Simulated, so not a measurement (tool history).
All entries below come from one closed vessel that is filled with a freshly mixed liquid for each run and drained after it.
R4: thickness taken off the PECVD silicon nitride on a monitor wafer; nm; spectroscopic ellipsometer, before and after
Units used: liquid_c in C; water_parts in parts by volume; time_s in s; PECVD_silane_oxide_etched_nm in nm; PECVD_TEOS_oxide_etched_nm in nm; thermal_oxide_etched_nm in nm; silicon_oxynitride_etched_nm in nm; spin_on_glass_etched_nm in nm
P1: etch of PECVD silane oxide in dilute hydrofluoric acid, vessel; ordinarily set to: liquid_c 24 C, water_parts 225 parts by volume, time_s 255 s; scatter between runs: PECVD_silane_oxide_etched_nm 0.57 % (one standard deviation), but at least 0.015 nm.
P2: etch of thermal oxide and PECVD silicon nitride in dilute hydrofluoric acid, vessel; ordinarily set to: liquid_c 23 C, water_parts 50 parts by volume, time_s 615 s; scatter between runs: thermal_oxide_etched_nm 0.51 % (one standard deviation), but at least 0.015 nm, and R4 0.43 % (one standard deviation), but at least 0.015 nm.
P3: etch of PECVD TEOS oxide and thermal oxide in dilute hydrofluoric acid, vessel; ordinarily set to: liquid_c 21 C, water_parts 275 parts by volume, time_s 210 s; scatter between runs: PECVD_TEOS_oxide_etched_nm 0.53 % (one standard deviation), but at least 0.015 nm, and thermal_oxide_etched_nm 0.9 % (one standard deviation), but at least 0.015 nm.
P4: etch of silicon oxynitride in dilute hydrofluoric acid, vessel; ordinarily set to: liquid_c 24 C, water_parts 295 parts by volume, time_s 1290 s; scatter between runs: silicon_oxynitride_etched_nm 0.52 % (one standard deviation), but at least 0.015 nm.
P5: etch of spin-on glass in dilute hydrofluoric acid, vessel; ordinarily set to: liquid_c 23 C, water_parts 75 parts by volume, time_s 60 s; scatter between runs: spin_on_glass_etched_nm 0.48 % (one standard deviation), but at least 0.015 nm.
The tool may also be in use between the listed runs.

{"run": 1, "day": 0.562, "process": "P1", "liquid_c": 24, "water_parts": 225, "time_s": 255, "PECVD_silane_oxide_etched_nm": 29.561}
{"run": 2, "day": 1.004, "process": "P1", "liquid_c": 24, "water_parts": 225, "time_s": 465, "PECVD_silane_oxide_etched_nm": 53.47}
{"run": 3, "day": 1.446, "process": "P3", "liquid_c": 17, "water_parts": 275, "time_s": 210, "PECVD_TEOS_oxide_etched_nm": 5.7723, "thermal_oxide_etched_nm": 2.3766}
{"run": 4, "day": 1.871, "process": "P1", "liquid_c": 24, "water_parts": 225, "time_s": 255, "PECVD_silane_oxide_etched_nm": 29.445}
{"run": 5, "day": 2.217, "process": "P2", "liquid_c": 23, "water_parts": 50, "time_s": 1205, "thermal_oxide_etched_nm": 111.41, "R4": 44.566}
{"run": 6, "day": 2.612, "process": "P4", "liquid_c": 24, "water_parts": 420, "time_s": 1290, "silicon_oxynitride_etched_nm": 3.4214}
{"run": 7, "day": 2.896, "process": "P2", "liquid_c": 23, "water_parts": 85, "time_s": 615, "thermal_oxide_etched_nm": 31.655, "R4": 13.532}
{"run": 8, "day": 3.3, "process": "P3", "liquid_c": 21, "water_parts": 165, "time_s": 210, "PECVD_TEOS_oxide_etched_nm": 12.333, "thermal_oxide_etched_nm": 5.068}
{"run": 9, "day": 3.75, "process": "P1", "liquid_c": 24, "water_parts": 225, "time_s": 255, "PECVD_silane_oxide_etched_nm": 29.627}
{"run": 10, "day": 4.279, "process": "P2", "liquid_c": 23, "water_parts": 50, "time_s": 615, "thermal_oxide_etched_nm": 56.312, "R4": 22.822}
{"run": 11, "day": 4.604, "process": "P3", "liquid_c": 21, "water_parts": 275, "time_s": 375, "PECVD_TEOS_oxide_etched_nm": 11.799, "thermal_oxide_etched_nm": 4.8171}
{"run": 12, "day": 5.138, "process": "P1", "liquid_c": 24, "water_parts": 225, "time_s": 255, "PECVD_silane_oxide_etched_nm": 29.377}
{"run": 13, "day": 5.517, "process": "P5", "liquid_c": 23, "water_parts": 20, "time_s": 60, "spin_on_glass_etched_nm": 132.74}
{"run": 14, "day": 5.996, "process": "P5", "liquid_c": 31, "water_parts": 75, "time_s": 60, "spin_on_glass_etched_nm": 45.334}
{"run": 15, "day": 6.292, "process": "P1", "liquid_c": 24, "water_parts": 305, "time_s": 255, "PECVD_silane_oxide_etched_nm": 20.151}
{"run": 16, "day": 6.792, "process": "P5", "liquid_c": 23, "water_parts": 75, "time_s": 60, "spin_on_glass_etched_nm": 33.052}
{"run": 17, "day": 7.171, "process": "P4", "liquid_c": 31.5, "water_parts": 295, "time_s": 1290, "silicon_oxynitride_etched_nm": 7.1861}
{"run": 18, "day": 7.638, "process": "P1", "liquid_c": 29, "water_parts": 225, "time_s": 70, "PECVD_silane_oxide_etched_nm": 9.6868}
{"run": 19, "day": 7.912, "process": "P5", "liquid_c": 23, "water_parts": 75, "time_s": 110, "spin_on_glass_etched_nm": 60.867}
{"run": 20, "day": 8.546, "process": "P3", "liquid_c": 21, "water_parts": 275, "time_s": 210, "PECVD_TEOS_oxide_etched_nm": 6.6252, "thermal_oxide_etched_nm": 2.8053}
{"run": 21, "day": 9.129, "process": "P1", "liquid_c": 19, "water_parts": 225, "time_s": 255, "PECVD_silane_oxide_etched_nm": 24.458}
{"run": 22, "day": 9.554, "process": "P2", "liquid_c": 28.5, "water_parts": 50, "time_s": 615, "thermal_oxide_etched_nm": 70.569, "R4": 32.714}

Run 23, settings as shown, results not yet in. Your forecast:
{"run": 23, "day": 9.867, "process": "P1", "liquid_c": 24, "water_parts": 225, "time_s": 135, "PECVD_silane_oxide_etched_nm": "?"}

PECVD_silane_oxide_etched_nm: 15.727 nm
